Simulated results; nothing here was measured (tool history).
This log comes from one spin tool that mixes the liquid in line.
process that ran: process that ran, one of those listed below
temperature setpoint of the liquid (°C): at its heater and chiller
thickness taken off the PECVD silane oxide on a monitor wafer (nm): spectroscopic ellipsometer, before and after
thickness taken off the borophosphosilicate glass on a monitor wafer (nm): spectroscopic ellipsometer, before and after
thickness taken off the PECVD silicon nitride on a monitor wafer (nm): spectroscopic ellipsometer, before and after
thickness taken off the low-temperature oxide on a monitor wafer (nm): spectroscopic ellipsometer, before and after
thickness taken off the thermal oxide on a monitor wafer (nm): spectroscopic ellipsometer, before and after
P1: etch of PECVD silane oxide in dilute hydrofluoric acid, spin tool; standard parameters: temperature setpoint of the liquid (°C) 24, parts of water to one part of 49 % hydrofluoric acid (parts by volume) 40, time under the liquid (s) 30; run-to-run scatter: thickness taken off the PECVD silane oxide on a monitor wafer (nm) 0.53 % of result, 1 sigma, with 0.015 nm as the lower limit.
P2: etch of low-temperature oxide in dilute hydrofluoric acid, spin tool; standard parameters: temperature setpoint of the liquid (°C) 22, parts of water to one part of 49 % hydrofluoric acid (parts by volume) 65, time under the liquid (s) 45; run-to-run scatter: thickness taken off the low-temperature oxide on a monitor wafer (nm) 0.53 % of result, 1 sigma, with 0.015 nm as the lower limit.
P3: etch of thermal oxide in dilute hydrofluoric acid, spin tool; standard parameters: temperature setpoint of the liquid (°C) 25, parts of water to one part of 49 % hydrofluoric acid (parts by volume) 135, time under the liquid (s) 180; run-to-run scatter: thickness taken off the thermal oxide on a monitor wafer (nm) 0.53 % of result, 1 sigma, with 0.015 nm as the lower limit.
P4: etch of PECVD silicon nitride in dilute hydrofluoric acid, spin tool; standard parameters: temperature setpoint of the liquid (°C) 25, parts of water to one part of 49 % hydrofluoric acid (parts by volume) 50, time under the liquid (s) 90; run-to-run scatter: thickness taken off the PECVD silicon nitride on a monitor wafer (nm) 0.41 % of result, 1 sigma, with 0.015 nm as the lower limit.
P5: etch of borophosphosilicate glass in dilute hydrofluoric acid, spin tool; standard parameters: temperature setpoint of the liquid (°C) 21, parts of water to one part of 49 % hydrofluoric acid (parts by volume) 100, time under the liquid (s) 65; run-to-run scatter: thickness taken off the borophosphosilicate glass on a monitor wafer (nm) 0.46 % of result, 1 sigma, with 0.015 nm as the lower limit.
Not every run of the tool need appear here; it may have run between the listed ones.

| run | hour | process that ran | temperature setpoint of the liquid (°C) | parts of water to one part of 49 % hydrofluoric acid (parts by volume) | time under the liquid (s) | thickness taken off the PECVD silane oxide on a monitor wafer (nm) | thickness taken off the borophosphosilicate glass on a monitor wafer (nm) | thickness taken off the PECVD silicon nitride on a monitor wafer (nm) | thickness taken off the low-temperature oxide on a monitor wafer (nm) | thickness taken off the thermal oxide on a monitor wafer (nm) |
|---|---|---|---|---|---|---|---|---|---|---|
| 1 | 12.1 | P1 | 24 | 40 | 30 | 18.737 |  |  |  |  |
| 2 | 23.5 | P1 | 24 | 40 | 30 | 18.741 |  |  |  |  |
| 3 | 41 | P5 | 28.5 | 100 | 65 |  | 24 |  |  |  |
| 4 | 49.8 | P1 | 24 | 40 | 30 | 18.701 |  |  |  |  |
| 5 | 66 | P1 | 24 | 20 | 30 | 38.499 |  |  |  |  |
| 6 | 80.1 | P4 | 25 | 50 | 20 |  |  | 1.6587 |  |  |
| 7 | 91.4 | P2 | 22 | 65 | 20 |  |  |  | 5.6581 |  |
| 8 | 104.9 | P1 | 24 | 40 | 30 | 18.762 |  |  |  |  |
| 9 | 120.5 | P1 | 17 | 40 | 30 | 13.807 |  |  |  |  |
| 10 | 130.8 | P1 | 24 | 40 | 30 | 18.457 |  |  |  |  |
| 11 | 144.7 | P1 | 24 | 40 | 55 | 34.422 |  |  |  |  |
| 12 | 160.7 | P3 | 25 | 50 | 180 |  |  |  |  | 20.371 |
| 13 | 177 | P2 | 22 | 65 | 45 |  |  |  | 12.816 |  |
| 14 | 185.2 | P5 | 21 | 20 | 65 |  | 97.828 |  |  |  |
| 15 | 197.8 | P4 | 31.5 | 50 | 90 |  |  | 11.404 |  |  |
| 16 | 213.1 | P3 | 25 | 135 | 35 |  |  |  |  | 1.3239 |
| 17 | 224.4 | P1 | 24 | 40 | 30 | 18.613 |  |  |  |  |
| 18 | 235.4 | P1 | 30.5 | 40 | 30 | 24.469 |  |  |  |  |
| 19 | 247.3 | P1 | 24 | 60 | 60 | 24.119 |  |  |  |  |
| 20 | 265.1 | P1 | 24 | 40 | 15 | 9.4363 |  |  |  |  |
| 21 | 276.9 | P4 | 25 | 50 | 90 |  |  | 7.4184 |  |  |
| 22 | 290.8 | P1 | 24 | 40 | 30 | 18.682 |  |  |  |  |
| 23 | 299.5 | P3 | 25 | 135 | 180 |  |  |  |  | 6.7586 |
| 24 | 315.4 | P1 | 24 | 55 | 50 | 22.313 |  |  |  |  |
| 25 | 326.1 | P5 | 21 | 100 | 35 |  | 9.5918 |  |  |  |
| 26 | 334.6 | P1 | 24 | 60 | 30 | 12.176 |  |  |  |  |
| 27 | 349.7 | P2 | 26.5 | 65 | 45 |  |  |  | 15.364 |  |
| 28 | 359.5 | P2 | 22 | 20 | 45 |  |  |  | 44.227 |  |
| 29 | 373.9 | P3 | 30.5 | 135 | 180 |  |  |  |  | 8.2993 |
| 30 | 383.5 | P4 | 25 | 30 | 90 |  |  | 12.275 |  |  |
| 31 | 399.9 | P5 | 21 | 100 | 65 |  | 17.757 |  |  |  |
| 32 | 408.7 | P1 | 24 | 55 | 15 | 6.6143 |  |  |  |  |
| 33 | 427.2 | P1 | 24 | 40 | 30 | 18.808 |  |  |  |  |
| 34 | 436.1 | P1 | 24 | 40 | 30 | 18.275 |  |  |  |  |
| 35 | 448 | P1 | 24 | 40 | 30 | 18.125 |  |  |  |  |
| 36 | 459.9 | P1 | 24 | 40 | 30 | 17.721 |  |  |  |  |
| 37 | 477.3 | P1 | 24 | 40 | 30 | 17.579 |  |  |  |  |
| 38 | 488.5 | P1 | 24 | 40 | 30 | 17.465 |  |  |  |  |
| 39 | 504 | P1 | 24 | 40 | 30 | 17.441 |  |  |  |  |
| 40 | 515.4 | P1 | 24 | 40 | 30 | 17.497 |  |  |  |  |
| 41 | 532.9 | P1 | 24 | 40 | 30 | 17.43 |  |  |  |  |
| 42 | 541.1 | P1 | 24 | 40 | 30 | 17.439 |  |  |  |  |

What P1 gives has crept off from where it sat before. The 2 causes that follow fit the log equally well, each at the size noted:
A: liquid colder than its thermometer reads (K) = 1.74
B: hydrofluoric acid flow below the setpoint (%) = 6.66
Creep in the process output first set in at about hour 427.2.

The check runs listed below each take one wafer, and their results are still question marks. Under which run would the listed causes lead to clearly different results?
| check 1 | 549.3 | P3 | 25 | 135 | 180 |  |  |  |  | ? |
| check 2 | 549.3 | P5 | 21 | 100 | 65 |  | ? |  |  |  |
| check 3 | 549.3 | P4 | 25 | 50 | 90 |  |  | ? |  |  |
| check 4 | 549.3 | P2 | 22 | 65 | 45 |  |  |  | ? |  |

If the cause were each of the candidates in turn, the checks would give the following:
| check | result | if A | if B |
|---|---|---|---|
| check 1 | thickness taken off the thermal oxide on a monitor wafer (nm) | 6.2777 | 6.1955 |
| check 2 | thickness taken off the borophosphosilicate glass on a monitor wafer (nm) | 16.571 | 16.476 |
| check 3 | thickness taken off the PECVD silicon nitride on a monitor wafer (nm) | 6.6083 | 6.9441 |
| check 4 | thickness taken off the low-temperature oxide on a monitor wafer (nm) | 11.94 | 11.913 |
How far apart the two closest causes lie, in the result that separates them most: check 1 1.32 %; check 2 0.57 %; check 3 4.96 %; check 4 0.22 %
Only check 3 tells the causes apart: in the others they would give nearly the same result.

Here is what check 3 returned: thickness taken off the PECVD silicon nitride on a monitor wafer (nm) 6.5826. Which cause is it?

The correct cause is A, namely: liquid colder than its thermometer reads (K).
